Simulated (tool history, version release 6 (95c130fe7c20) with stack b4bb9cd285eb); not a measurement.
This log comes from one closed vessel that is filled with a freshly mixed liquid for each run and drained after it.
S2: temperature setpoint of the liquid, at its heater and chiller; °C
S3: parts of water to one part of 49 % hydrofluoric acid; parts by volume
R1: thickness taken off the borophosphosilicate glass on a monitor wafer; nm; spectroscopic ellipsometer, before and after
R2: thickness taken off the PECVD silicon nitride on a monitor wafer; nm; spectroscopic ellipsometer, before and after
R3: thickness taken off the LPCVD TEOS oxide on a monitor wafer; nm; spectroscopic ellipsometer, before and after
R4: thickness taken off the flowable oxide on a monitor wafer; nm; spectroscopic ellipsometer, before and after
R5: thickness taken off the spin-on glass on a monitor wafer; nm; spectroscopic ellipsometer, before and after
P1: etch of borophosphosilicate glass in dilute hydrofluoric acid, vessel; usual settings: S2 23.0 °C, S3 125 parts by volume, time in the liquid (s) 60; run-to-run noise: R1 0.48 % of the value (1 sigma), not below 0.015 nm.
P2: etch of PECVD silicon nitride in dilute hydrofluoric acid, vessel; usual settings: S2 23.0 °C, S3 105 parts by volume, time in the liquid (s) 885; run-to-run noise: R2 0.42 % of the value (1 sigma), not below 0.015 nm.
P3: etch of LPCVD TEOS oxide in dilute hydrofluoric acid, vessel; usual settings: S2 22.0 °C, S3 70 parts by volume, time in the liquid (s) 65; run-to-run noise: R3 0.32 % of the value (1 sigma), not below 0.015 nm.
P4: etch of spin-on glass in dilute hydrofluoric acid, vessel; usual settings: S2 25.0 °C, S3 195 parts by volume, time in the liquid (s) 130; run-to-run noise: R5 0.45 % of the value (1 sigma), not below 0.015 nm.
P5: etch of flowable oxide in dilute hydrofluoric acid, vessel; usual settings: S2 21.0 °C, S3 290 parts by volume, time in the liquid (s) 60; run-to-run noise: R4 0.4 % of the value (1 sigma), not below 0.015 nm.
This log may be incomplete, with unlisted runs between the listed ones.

Run 1, day 0.233: process that ran P1, S2 23.0 °C, S3 125 parts by volume, time in the liquid (s) 60. Result: R1 27.322 nm.
Run 2, day 0.550: process that ran P2, S2 23.0 °C, S3 105 parts by volume, time in the liquid (s) 1440. Result: R2 53.048 nm.
Run 3, day 0.783: process that ran P1, S2 18.5 °C, S3 125 parts by volume, time in the liquid (s) 30. Result: R1 11.369 nm.
Run 4, day 1.046: process that ran P1, S2 23.0 °C, S3 55 parts by volume, time in the liquid (s) 60. Result: R1 68.451 nm.
Run 5, day 1.346: process that ran P3, S2 22.0 °C, S3 70 parts by volume, time in the liquid (s) 30. Result: R3 10.798 nm.
Run 6, day 1.571: process that ran P1, S2 23.0 °C, S3 125 parts by volume, time in the liquid (s) 60. Result: R1 27.493 nm.
Run 7, day 1.842: process that ran P3, S2 22.0 °C, S3 115 parts by volume, time in the liquid (s) 65. Result: R3 13.474 nm.
Run 8, day 2.079: process that ran P5, S2 21.0 °C, S3 105 parts by volume, time in the liquid (s) 60. Result: R4 34.038 nm.
Run 9, day 2.233: process that ran P4, S2 33.0 °C, S3 195 parts by volume, time in the liquid (s) 130. Result: R5 27.6360 nm.
Run 10, day 2.417: process that ran P4, S2 25.0 °C, S3 110 parts by volume, time in the liquid (s) 130. Result: R5 40.8230 nm.
Run 11, day 2.696: process that ran P1, S2 23.0 °C, S3 125 parts by volume, time in the liquid (s) 60. Result: R1 27.164 nm.
Run 12, day 2.896: process that ran P4, S2 25.0 °C, S3 195 parts by volume, time in the liquid (s) 130. Result: R5 20.9850 nm.
Run 13, day 3.171: process that ran P1, S2 28.5 °C, S3 125 parts by volume, time in the liquid (s) 60. Result: R1 33.774 nm.
Run 14, day 3.333: process that ran P5, S2 21.0 °C, S3 290 parts by volume, time in the liquid (s) 105. Result: R4 17.976 nm.
Run 15, day 3.588: process that ran P1, S2 23.0 °C, S3 125 parts by volume, time in the liquid (s) 30. Result: R1 13.697 nm.
Run 16, day 3.925: process that ran P4, S2 25.0 °C, S3 195 parts by volume, time in the liquid (s) 130. Result: R5 20.8350 nm.
Run 17, day 4.229: process that ran P1, S2 23.0 °C, S3 125 parts by volume, time in the liquid (s) 60. Result: R1 27.496 nm.
Run 18, day 4.450: process that ran P2, S2 23.0 °C, S3 105 parts by volume, time in the liquid (s) 885. Result: R2 32.938 nm.
Run 19, day 4.733: process that ran P2, S2 23.0 °C, S3 55 parts by volume, time in the liquid (s) 885. Result: R2 61.651 nm.
Run 20, day 4.946: process that ran P1, S2 23.0 °C, S3 125 parts by volume, time in the liquid (s) 60. Result: R1 27.475 nm.
Run 21, day 5.183: process that ran P1, S2 23.0 °C, S3 190 parts by volume, time in the liquid (s) 60. Result: R1 16.795 nm.
Run 22, day 5.517: process that ran P2, S2 28.5 °C, S3 105 parts by volume, time in the liquid (s) 885. Result: R2 46.524 nm.
Run 23, day 5.817: process that ran P1, S2 30.5 °C, S3 185 parts by volume, time in the liquid (s) 60. Result: R1 22.826 nm.
Run 24, day 6.112: process that ran P1, S2 17.0 °C, S3 125 parts by volume, time in the liquid (s) 60. Result: R1 21.539 nm.
Run 25, day 6.388: process that ran P5, S2 21.0 °C, S3 290 parts by volume, time in the liquid (s) 60. Result: R4 10.317 nm.
Run 26, day 6.692: process that ran P3, S2 29.5 °C, S3 70 parts by volume, time in the liquid (s) 65. Result: R3 31.682 nm.
Run 27, day 6.925: process that ran P4, S2 25.0 °C, S3 195 parts by volume, time in the liquid (s) 30. Result: R5 4.8877 nm.
Run 28, day 7.112: process that ran P5, S2 29.0 °C, S3 290 parts by volume, time in the liquid (s) 60. Result: R4 13.512 nm.
Run 29, day 7.308: process that ran P1, S2 23.0 °C, S3 125 parts by volume, time in the liquid (s) 110. Result: R1 50.497 nm.
Run 30, day 7.533: process that ran P5, S2 21.0 °C, S3 290 parts by volume, time in the liquid (s) 60. Result: R4 10.318 nm.
Run 31, day 7.762: process that ran P1, S2 23.0 °C, S3 125 parts by volume, time in the liquid (s) 60. Result: R1 27.293 nm.
Run 32, day 7.967: process that ran P3, S2 22.0 °C, S3 70 parts by volume, time in the liquid (s) 65. Result: R3 23.345 nm.
Run 33, day 8.212: process that ran P1, S2 23.0 °C, S3 125 parts by volume, time in the liquid (s) 60. Result: R1 27.587 nm.
Run 34, day 8.400: process that ran P1, S2 23.0 °C, S3 125 parts by volume, time in the liquid (s) 60. Result: R1 27.717 nm.
Run 35, day 8.583: process that ran P1, S2 23.0 °C, S3 125 parts by volume, time in the liquid (s) 60. Result: R1 28.081 nm.
Run 36, day 8.758: process that ran P1, S2 23.0 °C, S3 125 parts by volume, time in the liquid (s) 60. Result: R1 28.441 nm.
Run 37, day 9.104: process that ran P1, S2 23.0 °C, S3 125 parts by volume, time in the liquid (s) 60. Result: R1 28.595 nm.

What does the tool deliver on the next run?
Run 38, day 9.342: process that ran P1, S2 23.0 °C, S3 125 parts by volume, time in the liquid (s) 60. Result: R1 ?.

R1: 28.763 nm

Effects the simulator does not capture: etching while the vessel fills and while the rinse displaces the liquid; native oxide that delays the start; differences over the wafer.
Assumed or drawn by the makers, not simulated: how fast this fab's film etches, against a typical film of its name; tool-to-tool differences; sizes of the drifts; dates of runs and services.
